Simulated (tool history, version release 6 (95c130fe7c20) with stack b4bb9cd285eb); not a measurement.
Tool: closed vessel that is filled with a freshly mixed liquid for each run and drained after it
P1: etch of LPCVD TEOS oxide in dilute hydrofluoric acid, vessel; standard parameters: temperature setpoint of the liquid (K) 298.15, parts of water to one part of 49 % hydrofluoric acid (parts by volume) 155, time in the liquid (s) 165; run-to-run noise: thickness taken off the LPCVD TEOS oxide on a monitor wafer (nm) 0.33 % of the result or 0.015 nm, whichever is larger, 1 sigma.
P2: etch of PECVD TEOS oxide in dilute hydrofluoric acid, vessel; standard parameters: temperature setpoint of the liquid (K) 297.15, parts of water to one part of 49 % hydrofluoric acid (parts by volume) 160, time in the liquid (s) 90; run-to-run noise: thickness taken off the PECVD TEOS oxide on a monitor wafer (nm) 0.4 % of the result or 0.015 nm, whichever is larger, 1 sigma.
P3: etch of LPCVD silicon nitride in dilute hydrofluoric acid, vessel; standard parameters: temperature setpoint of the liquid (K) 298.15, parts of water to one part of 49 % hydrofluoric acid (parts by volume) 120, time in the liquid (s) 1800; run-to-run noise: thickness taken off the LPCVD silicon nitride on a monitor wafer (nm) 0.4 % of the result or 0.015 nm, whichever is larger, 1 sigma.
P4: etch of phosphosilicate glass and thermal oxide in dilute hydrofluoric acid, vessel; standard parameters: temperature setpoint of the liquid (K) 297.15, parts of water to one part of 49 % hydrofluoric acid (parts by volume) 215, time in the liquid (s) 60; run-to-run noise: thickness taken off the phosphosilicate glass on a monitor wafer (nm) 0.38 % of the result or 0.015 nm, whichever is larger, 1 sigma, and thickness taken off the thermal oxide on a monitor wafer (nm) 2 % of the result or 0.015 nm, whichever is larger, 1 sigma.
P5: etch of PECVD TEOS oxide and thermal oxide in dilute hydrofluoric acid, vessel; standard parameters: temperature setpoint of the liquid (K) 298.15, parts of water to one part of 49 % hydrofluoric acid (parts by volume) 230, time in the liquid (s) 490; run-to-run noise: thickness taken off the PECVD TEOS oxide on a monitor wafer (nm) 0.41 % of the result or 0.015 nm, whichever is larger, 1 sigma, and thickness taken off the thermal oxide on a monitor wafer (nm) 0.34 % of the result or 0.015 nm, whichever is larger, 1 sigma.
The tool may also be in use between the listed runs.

| run | hour | process that ran | temperature setpoint of the liquid (K) | parts of water to one part of 49 % hydrofluoric acid (parts by volume) | time in the liquid (s) | thickness taken off the LPCVD TEOS oxide on a monitor wafer (nm) | thickness taken off the phosphosilicate glass on a monitor wafer (nm) | thickness taken off the thermal oxide on a monitor wafer (nm) | thickness taken off the PECVD TEOS oxide on a monitor wafer (nm) | thickness taken off the LPCVD silicon nitride on a monitor wafer (nm) |
|---|---|---|---|---|---|---|---|---|---|---|
| 1 | 10.5 | P1 | 298.15 | 155 | 165 | 17.1870 |  |  |  |  |
| 2 | 23.2 | P4 | 297.15 | 215 | 30 |  | 11.653 | 0.56132 |  |  |
| 3 | 30.7 | P5 | 298.15 | 230 | 490 |  |  | 8.44800 | 32.8610 |  |
| 4 | 38.7 | P3 | 298.15 | 70 | 1800 |  |  |  |  | 14.5490 |
| 5 | 46.2 | P4 | 297.15 | 55 | 60 |  | 109.530 | 5.47530 |  |  |
| 6 | 60.5 | P2 | 297.15 | 160 | 30 |  |  |  | 1.8379 |  |
| 7 | 75.2 | P3 | 298.15 | 120 | 3175 |  |  |  |  | 14.9790 |
| 8 | 87.7 | P1 | 298.15 | 155 | 165 | 17.1580 |  |  |  |  |
| 9 | 102.5 | P1 | 298.15 | 155 | 30 | 3.1102 |  |  |  |  |
| 10 | 114.7 | P4 | 297.15 | 215 | 60 |  | 23.082 | 1.14570 |  |  |
| 11 | 126.3 | P1 | 298.15 | 270 | 165 | 8.6601 |  |  |  |  |
| 12 | 141.6 | P1 | 298.15 | 100 | 95 | 16.4240 |  |  |  |  |
| 13 | 150.4 | P1 | 298.15 | 155 | 165 | 17.1700 |  |  |  |  |
| 14 | 166.7 | P1 | 298.15 | 155 | 300 | 31.2270 |  |  |  |  |
| 15 | 179.8 | P1 | 290.65 | 75 | 165 | 28.7500 |  |  |  |  |
| 16 | 195.4 | P1 | 303.65 | 155 | 165 | 21.1110 |  |  |  |  |
| 17 | 206.8 | P2 | 297.15 | 160 | 90 |  |  |  | 5.5310 |  |
| 18 | 215.0 | P1 | 298.15 | 155 | 165 | 17.2050 |  |  |  |  |
| 19 | 223.2 | P3 | 298.15 | 120 | 1800 |  |  |  |  | 8.5411 |
| 20 | 235.4 | P5 | 298.15 | 230 | 155 |  |  | 2.66740 | 10.4160 |  |
| 21 | 248.3 | P3 | 306.65 | 120 | 1800 |  |  |  |  | 14.4790 |
| 22 | 260.4 | P1 | 298.15 | 155 | 165 | 17.2640 |  |  |  |  |
| 23 | 273.3 | P5 | 298.15 | 230 | 490 |  |  | 8.40570 | 32.7360 |  |
| 24 | 284.4 | P1 | 298.15 | 40 | 165 | 76.7290 |  |  |  |  |
| 25 | 292.9 | P4 | 303.15 | 215 | 60 |  | 28.690 | 1.37120 |  |  |
| 26 | 310.3 | P2 | 297.15 | 160 | 90 |  |  |  | 5.5088 |  |
| 27 | 319.8 | P1 | 290.15 | 155 | 165 | 12.4660 |  |  |  |  |
| 28 | 328.4 | P5 | 298.15 | 355 | 490 |  |  | 4.80800 | 18.8130 |  |
| 29 | 342.0 | P5 | 306.15 | 230 | 490 |  |  | 10.97100 | 43.1960 |  |
| 30 | 354.0 | P1 | 291.15 | 70 | 165 | 31.7360 |  |  |  |  |
| 31 | 368.5 | P2 | 291.15 | 160 | 90 |  |  |  | 4.3789 |  |
| 32 | 385.6 | P2 | 297.15 | 65 | 90 |  |  |  | 15.2760 |  |
| 33 | 400.0 | P1 | 298.15 | 155 | 165 | 17.1480 |  |  |  |  |
| 34 | 412.8 | P1 | 298.15 | 155 | 165 | 16.4830 |  |  |  |  |
| 35 | 427.8 | P1 | 298.15 | 155 | 165 | 16.2250 |  |  |  |  |
| 36 | 435.5 | P1 | 298.15 | 155 | 165 | 16.1270 |  |  |  |  |
| 37 | 447.4 | P1 | 298.15 | 155 | 165 | 15.9280 |  |  |  |  |
| 38 | 455.0 | P1 | 298.15 | 155 | 165 | 15.9900 |  |  |  |  |
| 39 | 464.5 | P1 | 298.15 | 155 | 165 | 16.0000 |  |  |  |  |
| 40 | 472.0 | P1 | 298.15 | 155 | 165 | 15.8370 |  |  |  |  |
| 41 | 487.2 | P1 | 298.15 | 155 | 165 | 15.9360 |  |  |  |  |

The log shows P1 creeping away from where it was. Any of the 2 causes listed here, at the size stated for it, fits the log just as well as the others:
A: liquid colder than its thermometer reads (K) = 2.08
B: hydrofluoric acid flow below the setpoint (%) = 6.45
The gradual shift began around hour 400.0.

Consider the 4 single-wafer check runs listed below, results given as question marks: which one distinguishes between the causes by giving clearly different results for each?
| check 1 | 502.4 | P3 | 298.15 | 120 | 1800 |  |  |  |  | ? |
| check 2 | 502.4 | P2 | 297.15 | 160 | 90 |  |  |  | ? |  |
| check 3 | 502.4 | P4 | 297.15 | 215 | 60 |  | ? | ? |  |  |
| check 4 | 502.4 | P5 | 298.15 | 230 | 490 |  |  | ? | ? |  |

What every check run would give for each of its results, assuming each possible cause in turn:
| check | result | if A | if B |
|---|---|---|---|
| check 1 | thickness taken off the LPCVD silicon nitride on a monitor wafer (nm) | 7.4046 | 7.9401 |
| check 2 | thickness taken off the PECVD TEOS oxide on a monitor wafer (nm) | 5.1143 | 5.1184 |
| check 3 | thickness taken off the phosphosilicate glass on a monitor wafer (nm) | 21.493 | 21.382 |
| check 3 | thickness taken off the thermal oxide on a monitor wafer (nm) | 1.07340 | 1.06780 |
| check 4 | thickness taken off the thermal oxide on a monitor wafer (nm) | 7.79100 | 7.72910 |
| check 4 | thickness taken off the PECVD TEOS oxide on a monitor wafer (nm) | 30.4530 | 30.2110 |
Minimum pairwise separation of causes per check, each pair taken at its best-separating result: check 1 6.98 %; check 2 0.08 %; check 3 0.52 %; check 4 0.8 %
The other checks would show nearly matching results whichever cause is true, so check 1 is the only one that separates the causes.

Check 1 was then run and gave: thickness taken off the LPCVD silicon nitride on a monitor wafer (nm) 7.4516. Which cause is it?

The cause is A: liquid colder than its thermometer reads (K).
